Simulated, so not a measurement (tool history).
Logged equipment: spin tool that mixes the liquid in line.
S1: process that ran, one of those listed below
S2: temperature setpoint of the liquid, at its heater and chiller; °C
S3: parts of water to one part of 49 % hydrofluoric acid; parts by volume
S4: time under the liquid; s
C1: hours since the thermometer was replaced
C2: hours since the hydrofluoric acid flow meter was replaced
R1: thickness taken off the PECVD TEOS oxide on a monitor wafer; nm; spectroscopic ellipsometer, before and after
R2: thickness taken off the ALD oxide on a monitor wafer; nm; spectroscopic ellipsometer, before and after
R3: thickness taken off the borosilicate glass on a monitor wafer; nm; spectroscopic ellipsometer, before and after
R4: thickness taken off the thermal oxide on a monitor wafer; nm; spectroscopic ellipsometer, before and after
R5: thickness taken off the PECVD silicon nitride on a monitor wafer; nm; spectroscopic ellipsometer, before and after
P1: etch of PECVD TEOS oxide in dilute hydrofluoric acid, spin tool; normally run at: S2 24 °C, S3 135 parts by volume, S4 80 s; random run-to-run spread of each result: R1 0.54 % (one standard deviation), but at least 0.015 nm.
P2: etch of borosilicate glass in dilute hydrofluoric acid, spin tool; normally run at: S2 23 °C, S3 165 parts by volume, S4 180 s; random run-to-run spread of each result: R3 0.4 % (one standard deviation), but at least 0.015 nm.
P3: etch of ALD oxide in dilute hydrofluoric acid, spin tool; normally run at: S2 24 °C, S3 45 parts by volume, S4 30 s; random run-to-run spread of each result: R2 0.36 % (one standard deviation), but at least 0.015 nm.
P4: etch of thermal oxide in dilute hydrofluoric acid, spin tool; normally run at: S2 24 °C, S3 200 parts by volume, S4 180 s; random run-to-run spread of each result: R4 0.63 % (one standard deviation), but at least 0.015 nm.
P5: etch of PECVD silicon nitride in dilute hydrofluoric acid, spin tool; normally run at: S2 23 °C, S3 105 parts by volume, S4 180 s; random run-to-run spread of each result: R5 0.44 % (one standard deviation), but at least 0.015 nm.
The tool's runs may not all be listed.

run   hour  S1    S2   S3   S4     C1     C2      R1      R2      R3      R4      R5
  1   11.3  P1    24  135   80  328.9  510.6  4.7951
  2   22.6  P3    24   75   30  340.2  521.9          10.145
  3   33.4  P2    17  165  180    351  532.7                   14.19
  4   40.8  P3    24   45   15  358.4  540.1          8.7607
  5   48.8  P4    24  125  180  366.4  548.1                          6.8756
  6   57.3  P4  27.5  200  180  374.9  556.6                          4.4332
  7   68.3  P2    23  165   80  385.9  567.6                  8.0462
  8   78.8  P4    24  200   90  396.4  578.1                          1.9826
  9   84.3  P5    17  105  180  401.9  583.6                                  3.1893
 10   90.8  P2    23  165  180  408.4  590.1                  18.134
 11  101.1  P5    23  105  285  418.7  600.4                                  7.7031
 12    110  P4    24  200  180  427.6  609.3                          3.9262
 13  119.1  P1    24  200   80  436.7  618.4  2.9906
 14  125.8  P5    23   60  180  443.4  625.1                                  8.4115
 15  134.8  P1    19  135   80  452.4  634.1  3.8898
     135.2  -- thermometer replaced
 16  145.2  P1    24  135   80     10  644.5  4.7826
 17  151.5  P2    23  270  180   16.3  650.8                  9.9687
 18  162.2  P5    23  105  180     27  661.5                                  4.8662
     162.3  -- hydrofluoric acid flow meter replaced
 19  173.4  P5    23  105  180   38.2   11.2                                  4.8675
 20  184.5  P1    24  135   80   49.3   22.3  4.6727
 21  191.6  P1    24  135   80   56.4   29.4  4.7944

Run 22, settings as shown, results not yet in. Your forecast:
 22  197.1  P1  24  135  35  61.9  34.9   ?

R1: 2.0754 nm
